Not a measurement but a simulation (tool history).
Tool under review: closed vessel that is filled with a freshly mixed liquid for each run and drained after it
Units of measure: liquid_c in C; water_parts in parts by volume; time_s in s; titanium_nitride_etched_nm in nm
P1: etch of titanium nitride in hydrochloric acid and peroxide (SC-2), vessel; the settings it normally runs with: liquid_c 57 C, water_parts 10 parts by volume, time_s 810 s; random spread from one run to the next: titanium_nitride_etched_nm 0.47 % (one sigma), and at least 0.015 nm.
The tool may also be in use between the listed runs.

run 1 day=0.4 | liquid_c=57 water_parts=10 time_s=810 | titanium_nitride_etched_nm=57.543
run 2 day=0.621 | liquid_c=42 water_parts=16 time_s=810 | titanium_nitride_etched_nm=14.116
run 3 day=0.946 | liquid_c=57 water_parts=10 time_s=810 | titanium_nitride_etched_nm=58.086
run 4 day=1.162 | liquid_c=57 water_parts=10 time_s=1215 | titanium_nitride_etched_nm=86.118
-- day=1.462 chemicals flow meter replaced
run 5 day=1.467 | liquid_c=57 water_parts=10 time_s=85 | titanium_nitride_etched_nm=6.0178
run 6 day=1.804 | liquid_c=57 water_parts=10 time_s=810 | titanium_nitride_etched_nm=57.634
run 7 day=2.058 | liquid_c=41.5 water_parts=10 time_s=810 | titanium_nitride_etched_nm=20.461
run 8 day=2.417 | liquid_c=57 water_parts=10 time_s=810 | titanium_nitride_etched_nm=57.411
run 9 day=2.688 | liquid_c=57 water_parts=10 time_s=810 | titanium_nitride_etched_nm=57.905
run 10 day=3.112 | liquid_c=57 water_parts=4 time_s=810 | titanium_nitride_etched_nm=114.9
run 11 day=3.433 | liquid_c=57 water_parts=14 time_s=1540 | titanium_nitride_etched_nm=81.839
run 12 day=3.683 | liquid_c=71 water_parts=10 time_s=1345 | titanium_nitride_etched_nm=228.22
run 13 day=3.992 | liquid_c=57 water_parts=16.5 time_s=810 | titanium_nitride_etched_nm=37.419
run 14 day=4.192 | liquid_c=70.5 water_parts=10 time_s=810 | titanium_nitride_etched_nm=132.35
run 15 day=4.512 | liquid_c=57 water_parts=10 time_s=810 | titanium_nitride_etched_nm=57.961
run 16 day=4.883 | liquid_c=57 water_parts=10 time_s=810 | titanium_nitride_etched_nm=56.242

Run 17 is up next; what results do you expect?
run 17 day=5.138 | liquid_c=57 water_parts=10 time_s=810 | titanium_nitride_etched_nm=?

titanium_nitride_etched_nm: 55.565 nm
